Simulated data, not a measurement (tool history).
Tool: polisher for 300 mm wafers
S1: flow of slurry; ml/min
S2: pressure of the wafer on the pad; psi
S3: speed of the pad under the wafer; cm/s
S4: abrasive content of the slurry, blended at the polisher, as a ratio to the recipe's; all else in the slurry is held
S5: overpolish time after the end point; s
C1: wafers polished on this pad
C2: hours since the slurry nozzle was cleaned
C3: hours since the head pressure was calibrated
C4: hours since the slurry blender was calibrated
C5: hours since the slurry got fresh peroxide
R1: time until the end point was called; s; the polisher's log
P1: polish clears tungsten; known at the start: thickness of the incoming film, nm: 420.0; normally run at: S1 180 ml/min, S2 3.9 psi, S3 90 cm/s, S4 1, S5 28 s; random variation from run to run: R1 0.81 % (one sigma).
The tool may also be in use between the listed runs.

{"run": 1, "hour": 5.8, "S1": 180, "S2": 3.9, "S3": 90, "S4": 1, "S5": 28, "C1": 292, "C2": 209.4, "C3": 261.9, "C4": 179.7, "C5": 26.8, "R1": 102.36}
{"run": 2, "hour": 14.7, "S1": 180, "S2": 3.9, "S3": 90, "S4": 1, "S5": 28, "C1": 392, "C2": 218.3, "C3": 270.8, "C4": 188.6, "C5": 35.7, "R1": 102.38}
{"run": 3, "hour": 21.5, "S1": 180, "S2": 3.9, "S3": 90, "S4": 1, "S5": 28, "C1": 468, "C2": 225.1, "C3": 277.6, "C4": 195.4, "C5": 42.5, "R1": 102.37}
{"run": 4, "hour": 28.7, "S1": 245, "S2": 3.9, "S3": 90, "S4": 1, "S5": 28, "C1": 549, "C2": 232.3, "C3": 284.8, "C4": 202.6, "C5": 49.7, "R1": 98.99}
{"run": 5, "hour": 39.8, "S1": 180, "S2": 3.9, "S3": 90, "S4": 0.7, "S5": 28, "C1": 673, "C2": 243.4, "C3": 295.9, "C4": 213.7, "C5": 60.8, "R1": 113.1}
{"run": 6, "hour": 46.9, "S1": 180, "S2": 3.9, "S3": 90, "S4": 1, "S5": 28, "C1": 753, "C2": 250.5, "C3": 303, "C4": 220.8, "C5": 67.9, "R1": 102.22}
{"run": 7, "hour": 55.1, "S1": 180, "S2": 3.9, "S3": 90, "S4": 1, "S5": 8, "C1": 844, "C2": 258.7, "C3": 311.2, "C4": 229, "C5": 76.1, "R1": 102.92}
{"run": 8, "hour": 63.1, "S1": 180, "S2": 3.9, "S3": 90, "S4": 1, "S5": 54, "C1": 934, "C2": 266.7, "C3": 319.2, "C4": 237, "C5": 84.1, "R1": 103.15}
{"run": 9, "hour": 68.5, "S1": 110, "S2": 3.9, "S3": 90, "S4": 1.25, "S5": 28, "C1": 994, "C2": 272.1, "C3": 324.6, "C4": 242.4, "C5": 89.5, "R1": 106.83}
{"run": 10, "hour": 78.1, "S1": 180, "S2": 3.9, "S3": 90, "S4": 1, "S5": 28, "C1": 1102, "C2": 281.7, "C3": 334.2, "C4": 252, "C5": 99.1, "R1": 102.99}
{"run": 11, "hour": 86.3, "S1": 180, "S2": 3.9, "S3": 90, "S4": 1, "S5": 28, "C1": 1194, "C2": 289.9, "C3": 342.4, "C4": 260.2, "C5": 107.3, "R1": 103.5}
{"run": 12, "hour": 92.5, "S1": 180, "S2": 5.6, "S3": 90, "S4": 1, "S5": 28, "C1": 1263, "C2": 296.1, "C3": 348.6, "C4": 266.4, "C5": 113.5, "R1": 71.732}
{"run": 13, "hour": 100.5, "S1": 180, "S2": 3.9, "S3": 136, "S4": 1, "S5": 28, "C1": 1353, "C2": 304.1, "C3": 356.6, "C4": 274.4, "C5": 121.5, "R1": 68.889}
{"run": 14, "hour": 111.6, "S1": 180, "S2": 3.9, "S3": 40, "S4": 1, "S5": 28, "C1": 1477, "C2": 315.2, "C3": 367.7, "C4": 285.5, "C5": 132.6, "R1": 231.49}
{"run": 15, "hour": 121.6, "S1": 180, "S2": 3.9, "S3": 90, "S4": 1, "S5": 28, "C1": 1589, "C2": 325.2, "C3": 377.7, "C4": 295.5, "C5": 142.6, "R1": 103.79}
{"run": 16, "hour": 128.0, "S1": 110, "S2": 3.9, "S3": 90, "S4": 0.6, "S5": 28, "C1": 1661, "C2": 331.6, "C3": 384.1, "C4": 301.9, "C5": 149, "R1": 127.58}
{"run": 17, "hour": 135.1, "S1": 180, "S2": 1.9, "S3": 90, "S4": 1, "S5": 28, "C1": 1740, "C2": 338.7, "C3": 391.2, "C4": 309, "C5": 156.1, "R1": 213.32}
{"run": 18, "hour": 142.1, "S1": 110, "S2": 3.9, "S3": 90, "S4": 1, "S5": 28, "C1": 1819, "C2": 345.7, "C3": 398.2, "C4": 316, "C5": 163.1, "R1": 113.19}
{"run": 19, "hour": 151.9, "S1": 180, "S2": 3.9, "S3": 90, "S4": 1.45, "S5": 28, "C1": 1928, "C2": 355.5, "C3": 408, "C4": 325.8, "C5": 172.9, "R1": 94.918}
{"run": 20, "hour": 162.0, "S1": 180, "S2": 3.9, "S3": 90, "S4": 1, "S5": 28, "C1": 2041, "C2": 365.6, "C3": 418.1, "C4": 335.9, "C5": 183, "R1": 102.37}
{"run": 21, "hour": 170.3, "S1": 180, "S2": 3.9, "S3": 90, "S4": 1, "S5": 28, "C1": 2134, "C2": 373.9, "C3": 426.4, "C4": 344.2, "C5": 191.3, "R1": 105.66}
{"run": 22, "hour": 179.6, "S1": 180, "S2": 3.9, "S3": 90, "S4": 1, "S5": 28, "C1": 2239, "C2": 383.2, "C3": 435.7, "C4": 353.5, "C5": 200.6, "R1": 106.64}
{"hour": 187.0, "done": "slurry blender recalibrated"}
{"run": 23, "hour": 188.9, "S1": 180, "S2": 3.9, "S3": 90, "S4": 1, "S5": 28, "C1": 2343, "C2": 392.5, "C3": 445, "C4": 1.9, "C5": 209.9, "R1": 109.94}
{"run": 24, "hour": 199.3, "S1": 180, "S2": 3.9, "S3": 90, "S4": 1, "S5": 28, "C1": 2459, "C2": 402.9, "C3": 455.4, "C4": 12.3, "C5": 220.3, "R1": 109.77}
{"run": 25, "hour": 209.2, "S1": 180, "S2": 3.9, "S3": 90, "S4": 1, "S5": 28, "C1": 2570, "C2": 412.8, "C3": 465.3, "C4": 22.2, "C5": 230.2, "R1": 110.28}
{"hour": 213.3, "done": "slurry tank refilled with fresh slurry and peroxide"}
{"hour": 213.8, "done": "head pressure recalibrated"}
{"run": 26, "hour": 216.7, "S1": 180, "S2": 3.9, "S3": 90, "S4": 1, "S5": 28, "C1": 2654, "C2": 420.3, "C3": 2.9, "C4": 29.7, "C5": 3.4, "R1": 110.37}
{"run": 27, "hour": 222.0, "S1": 180, "S2": 3.9, "S3": 90, "S4": 1, "S5": 28, "C1": 2713, "C2": 425.6, "C3": 8.2, "C4": 35, "C5": 8.7, "R1": 111.9}
{"run": 28, "hour": 231.8, "S1": 180, "S2": 3.9, "S3": 90, "S4": 1, "S5": 28, "C1": 2823, "C2": 435.4, "C3": 18, "C4": 44.8, "C5": 18.5, "R1": 110.91}

What P1 gives has crept away from where it was. These 2 causes fit the log equally well, each at the size given:
A: slurry flow missing at the pad, % = 35.3
B: removal rate lost through wear of the pad, % = 7.47
The creep began at about hour 162.
Why every other cause is out:
head's pressure below its setpoint, %: serviced at hour 213.8, which brought nothing back
abrasive missing from the slurry, %: serviced at hour 187, which brought nothing back
peroxide lost from the slurry, %: serviced at hour 213.3, which brought nothing back

4 check runs are offered, each on 2 wafers whose results are averaged, their results left as question marks. Which one tells the causes apart?
{"run": "check 1", "hour": 241.6, "S1": 180, "S2": 3.9, "S3": 46, "S4": 1, "S5": 8, "R1": "?"}
{"run": "check 2", "hour": 241.6, "S1": 110, "S2": 3.9, "S3": 124, "S4": 1, "S5": 28, "R1": "?"}
{"run": "check 3", "hour": 241.6, "S1": 180, "S2": 3.9, "S3": 90, "S4": 0.85, "S5": 28, "R1": "?"}
{"run": "check 4", "hour": 241.6, "S1": 180, "S2": 3.9, "S3": 116, "S4": 1, "S5": 47, "R1": "?"}

What each check would give under each cause:
check=check_1 result=R1 if_A=217.5 if_B=217.5
check=check_2 result=R1 if_A=92.18 if_B=88.31
check=check_3 result=R1 if_A=115.49 if_B=115.49
check=check_4 result=R1 if_A=86.251 if_B=86.248
How far apart the two closest causes lie, in the result that separates them most: check 1 0 %; check 2 4.29 %; check 3 0 %; check 4 0 %
Check 2 tells the causes apart: in the others they would give nearly the same result.

Check 2 was then run and gave: R1 88.061 s. Which cause is it?

It is B: removal rate lost through wear of the pad, %.
